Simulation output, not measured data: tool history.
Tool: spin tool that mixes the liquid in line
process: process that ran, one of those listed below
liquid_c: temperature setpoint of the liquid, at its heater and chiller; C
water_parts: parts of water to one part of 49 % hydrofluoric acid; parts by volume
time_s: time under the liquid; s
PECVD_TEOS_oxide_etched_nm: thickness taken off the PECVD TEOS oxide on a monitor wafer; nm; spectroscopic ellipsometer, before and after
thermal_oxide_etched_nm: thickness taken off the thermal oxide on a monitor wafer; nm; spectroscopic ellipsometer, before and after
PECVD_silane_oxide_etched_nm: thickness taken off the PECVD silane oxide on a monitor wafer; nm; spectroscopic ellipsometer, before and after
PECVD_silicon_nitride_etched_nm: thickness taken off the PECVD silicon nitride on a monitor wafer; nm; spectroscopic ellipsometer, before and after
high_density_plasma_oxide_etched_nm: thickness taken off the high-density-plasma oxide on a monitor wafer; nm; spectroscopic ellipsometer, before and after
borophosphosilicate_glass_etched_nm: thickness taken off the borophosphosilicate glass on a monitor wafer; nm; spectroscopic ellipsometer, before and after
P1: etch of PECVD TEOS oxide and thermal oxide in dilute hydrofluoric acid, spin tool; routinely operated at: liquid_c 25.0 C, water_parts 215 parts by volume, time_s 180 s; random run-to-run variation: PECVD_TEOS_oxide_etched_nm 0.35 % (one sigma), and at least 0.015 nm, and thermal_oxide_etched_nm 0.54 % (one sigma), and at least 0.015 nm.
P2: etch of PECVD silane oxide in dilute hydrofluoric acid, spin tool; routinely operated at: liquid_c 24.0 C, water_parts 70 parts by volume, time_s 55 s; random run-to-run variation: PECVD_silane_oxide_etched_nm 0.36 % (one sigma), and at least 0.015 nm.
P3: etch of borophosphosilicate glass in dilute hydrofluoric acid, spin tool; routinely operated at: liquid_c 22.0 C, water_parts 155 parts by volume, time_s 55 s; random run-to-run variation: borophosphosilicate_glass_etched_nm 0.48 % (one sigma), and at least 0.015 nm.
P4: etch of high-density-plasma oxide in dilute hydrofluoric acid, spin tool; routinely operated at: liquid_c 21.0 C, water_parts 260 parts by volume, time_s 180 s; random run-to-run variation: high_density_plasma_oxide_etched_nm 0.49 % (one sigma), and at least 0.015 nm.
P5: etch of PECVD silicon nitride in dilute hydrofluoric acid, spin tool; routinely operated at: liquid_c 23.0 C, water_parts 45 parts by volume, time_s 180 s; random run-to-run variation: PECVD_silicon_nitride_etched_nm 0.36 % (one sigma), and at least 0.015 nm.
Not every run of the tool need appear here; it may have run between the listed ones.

run	day	process	liquid_c	water_parts	time_s	PECVD_TEOS_oxide_etched_nm	thermal_oxide_etched_nm	PECVD_silane_oxide_etched_nm	PECVD_silicon_nitride_etched_nm	high_density_plasma_oxide_etched_nm	borophosphosilicate_glass_etched_nm
1	0.179	P1	25.0	215	180	13.0420	3.81310				
2	0.329	P2	24.0	70	55			40.900			
3	0.525	P5	17.0	45	180				13.5300		
4	0.762	P2	24.0	70	15			11.211			
5	0.958	P2	24.0	70	55			41.068			
6	1.275	P1	25.0	215	180	13.0930	3.84040				
7	1.417	P1	25.0	215	180	13.1080	3.86230				
8	1.583	P1	33.5	215	180	17.5630	5.14660				
9	1.771	P4	27.5	260	180					6.2067	
10	2.038	P2	32.0	70	55			56.402			
11	2.254	P1	19.0	215	180	10.4150	3.07820				
12	2.571	P1	18.5	360	180	5.3942	1.56210				
13	2.842	P3	22.0	155	20						6.1272
14	2.983	P3	22.0	285	55						8.0764
15	3.158	P3	22.0	155	55						16.7770
16	3.388	P1	25.0	70	180	47.6420	13.94000				
17	3.617	P4	21.0	155	180					9.2074	
18	3.875	P4	21.0	260	180					4.8719	
19	4.121	P1	25.0	215	15	1.0803	0.32699				
20	4.296	P4	21.0	260	300					8.2899	
21	4.550	P1	25.0	215	350	25.4930	7.44110				
22	4.725	P1	25.0	330	180	7.6117	2.18920				
23	4.938	P3	30.0	155	55						22.6700
24	5.183	P5	23.0	45	180				20.5140		
25	5.471	P2	24.0	120	55			22.466			
26	5.788	P1	25.0	215	180	13.1010	3.77690				
27	6.033	P5	23.0	45	15				1.7503		
28	6.221	P5	23.0	45	180				20.5310		
29	6.492	P3	22.0	155	55						16.8630
30	6.742	P5	23.0	70	180				13.2760		
31	6.912	P1	25.0	215	180	13.1440	3.83880				
32	7.150	P1	25.0	215	180	13.6450	3.96870				
33	7.383	P1	25.0	215	180	13.9970	4.09450				
34	7.600	P1	25.0	215	180	14.1110	4.07760				
35	7.792	P1	25.0	215	180	14.1040	4.18050				
36	8.012	P1	25.0	215	180	14.1650	4.15600				
37	8.242	P1	25.0	215	180	14.2070	4.14910				

For run 38, what comes out?
38	8.458	P1	25.0	215	180	?	?				

Run 38 measured PECVD_TEOS_oxide_etched_nm 14.2350 nm, thermal_oxide_etched_nm 4.15430 nm.

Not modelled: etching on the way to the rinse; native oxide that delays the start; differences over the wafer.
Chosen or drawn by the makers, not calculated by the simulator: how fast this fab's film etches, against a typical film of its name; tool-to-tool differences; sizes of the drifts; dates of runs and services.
